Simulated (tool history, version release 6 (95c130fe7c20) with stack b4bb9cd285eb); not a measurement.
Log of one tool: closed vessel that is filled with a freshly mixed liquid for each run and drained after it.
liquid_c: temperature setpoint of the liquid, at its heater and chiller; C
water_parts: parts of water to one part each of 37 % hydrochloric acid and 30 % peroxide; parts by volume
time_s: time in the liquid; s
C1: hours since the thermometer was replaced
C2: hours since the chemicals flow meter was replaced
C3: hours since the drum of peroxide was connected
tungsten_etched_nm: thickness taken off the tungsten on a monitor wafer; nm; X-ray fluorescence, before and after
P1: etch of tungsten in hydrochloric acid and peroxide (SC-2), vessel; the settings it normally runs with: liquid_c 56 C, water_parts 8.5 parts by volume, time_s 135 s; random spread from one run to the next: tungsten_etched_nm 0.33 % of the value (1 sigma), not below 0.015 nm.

run 1 hour=8.4 | liquid_c=56 water_parts=8.5 time_s=135 | C1=321.3 C2=160.4 C3=464.1 | tungsten_etched_nm=47.506
run 2 hour=18 | liquid_c=42 water_parts=8.5 time_s=135 | C1=330.9 C2=170 C3=473.7 | tungsten_etched_nm=18.537
-- hour=23.8 chemicals flow meter replaced
run 3 hour=33.2 | liquid_c=56 water_parts=8.5 time_s=135 | C1=346.1 C2=9.4 C3=488.9 | tungsten_etched_nm=47.321
run 4 hour=48.4 | liquid_c=56 water_parts=8.5 time_s=135 | C1=361.3 C2=24.6 C3=504.1 | tungsten_etched_nm=47.257
run 5 hour=59.5 | liquid_c=56 water_parts=8.5 time_s=135 | C1=372.4 C2=35.7 C3=515.2 | tungsten_etched_nm=47.318
run 6 hour=68.6 | liquid_c=69.5 water_parts=8.5 time_s=135 | C1=381.5 C2=44.8 C3=524.3 | tungsten_etched_nm=109.68
run 7 hour=77.8 | liquid_c=56 water_parts=8.5 time_s=35 | C1=390.7 C2=54 C3=533.5 | tungsten_etched_nm=12.316
run 8 hour=90.6 | liquid_c=56 water_parts=8.5 time_s=135 | C1=403.5 C2=66.8 C3=546.3 | tungsten_etched_nm=47.519
run 9 hour=99.6 | liquid_c=56 water_parts=14 time_s=135 | C1=412.5 C2=75.8 C3=555.3 | tungsten_etched_nm=30.979
run 10 hour=114.9 | liquid_c=56 water_parts=8.5 time_s=135 | C1=427.8 C2=91.1 C3=570.6 | tungsten_etched_nm=47.739
run 11 hour=131.8 | liquid_c=56 water_parts=8.5 time_s=270 | C1=444.7 C2=108 C3=587.5 | tungsten_etched_nm=95.883
run 12 hour=145.2 | liquid_c=68 water_parts=4.5 time_s=135 | C1=458.1 C2=121.4 C3=600.9 | tungsten_etched_nm=161.45
run 13 hour=159.7 | liquid_c=56 water_parts=8.5 time_s=135 | C1=472.6 C2=135.9 C3=615.4 | tungsten_etched_nm=47.271
run 14 hour=169.9 | liquid_c=56 water_parts=4 time_s=135 | C1=482.8 C2=146.1 C3=625.6 | tungsten_etched_nm=83.194
run 15 hour=178.6 | liquid_c=56 water_parts=8.5 time_s=135 | C1=491.5 C2=154.8 C3=634.3 | tungsten_etched_nm=47.439
run 16 hour=196.5 | liquid_c=56 water_parts=8.5 time_s=135 | C1=509.4 C2=172.7 C3=652.2 | tungsten_etched_nm=45.989
run 17 hour=213.6 | liquid_c=56 water_parts=8.5 time_s=135 | C1=526.5 C2=189.8 C3=669.3 | tungsten_etched_nm=44.794
run 18 hour=229.7 | liquid_c=56 water_parts=8.5 time_s=135 | C1=542.6 C2=205.9 C3=685.4 | tungsten_etched_nm=43.958
run 19 hour=247.1 | liquid_c=56 water_parts=8.5 time_s=135 | C1=560 C2=223.3 C3=702.8 | tungsten_etched_nm=43.615
run 20 hour=255.3 | liquid_c=56 water_parts=8.5 time_s=135 | C1=568.2 C2=231.5 C3=711 | tungsten_etched_nm=43.494
run 21 hour=271.8 | liquid_c=56 water_parts=8.5 time_s=135 | C1=584.7 C2=248 C3=727.5 | tungsten_etched_nm=43.044
-- hour=275 new drum of peroxide connected
run 22 hour=287.9 | liquid_c=56 water_parts=8.5 time_s=135 | C1=600.8 C2=264.1 C3=12.9 | tungsten_etched_nm=43.115
run 23 hour=301.5 | liquid_c=56 water_parts=8.5 time_s=135 | C1=614.4 C2=277.7 C3=26.5 | tungsten_etched_nm=42.947
run 24 hour=313.5 | liquid_c=56 water_parts=8.5 time_s=135 | C1=626.4 C2=289.7 C3=38.5 | tungsten_etched_nm=42.846
run 25 hour=325.1 | liquid_c=56 water_parts=8.5 time_s=135 | C1=638 C2=301.3 C3=50.1 | tungsten_etched_nm=42.927
run 26 hour=334.1 | liquid_c=56 water_parts=8.5 time_s=135 | C1=647 C2=310.3 C3=59.1 | tungsten_etched_nm=42.625

The log shows P1 creeping away from where it was. Any of the 2 causes listed here, at the size stated for it, fits the log just as well as the others:
A: liquid colder than its thermometer reads (K) = 1.59
B: chemicals flow below the setpoint (%) = 11.7
At approximately hour 178.6, the process output began to creep.
Why every other cause is out:
peroxide weaker than its label (%): serviced after onset, at hour 275, with no recovery of the prior output

Of the 4 check runs listed below, each run on one wafer and each result written as a question mark, which would let you distinguish the listed causes because they would give clearly different results?
run check 1 hour=343.1 | liquid_c=45.5 water_parts=14 time_s=135 | tungsten_etched_nm=?
run check 2 hour=343.1 | liquid_c=68.5 water_parts=8.5 time_s=80 | tungsten_etched_nm=?
run check 3 hour=343.1 | liquid_c=43 water_parts=4 time_s=135 | tungsten_etched_nm=?
run check 4 hour=343.1 | liquid_c=68.5 water_parts=8.5 time_s=240 | tungsten_etched_nm=?

Predicted outcomes, by check and by cause:
check=check_1 result=tungsten_etched_nm if_A=13.909 if_B=13.908
check=check_2 result=tungsten_etched_nm if_A=55.468 if_B=55.104
check=check_3 result=tungsten_etched_nm if_A=31.151 if_B=31.994
check=check_4 result=tungsten_etched_nm if_A=166.4 if_B=165.31
Distance between the nearest two causes, measured in the result of the check that separates them most: check 1 0.01 %; check 2 0.66 %; check 3 2.67 %; check 4 0.66 %
Check 3 tells the causes apart: in the others they would give nearly the same result.

After running check 3, the following was obtained: tungsten_etched_nm 31.995 nm. Which cause does this point to?

It is B: chemicals flow below the setpoint (%).

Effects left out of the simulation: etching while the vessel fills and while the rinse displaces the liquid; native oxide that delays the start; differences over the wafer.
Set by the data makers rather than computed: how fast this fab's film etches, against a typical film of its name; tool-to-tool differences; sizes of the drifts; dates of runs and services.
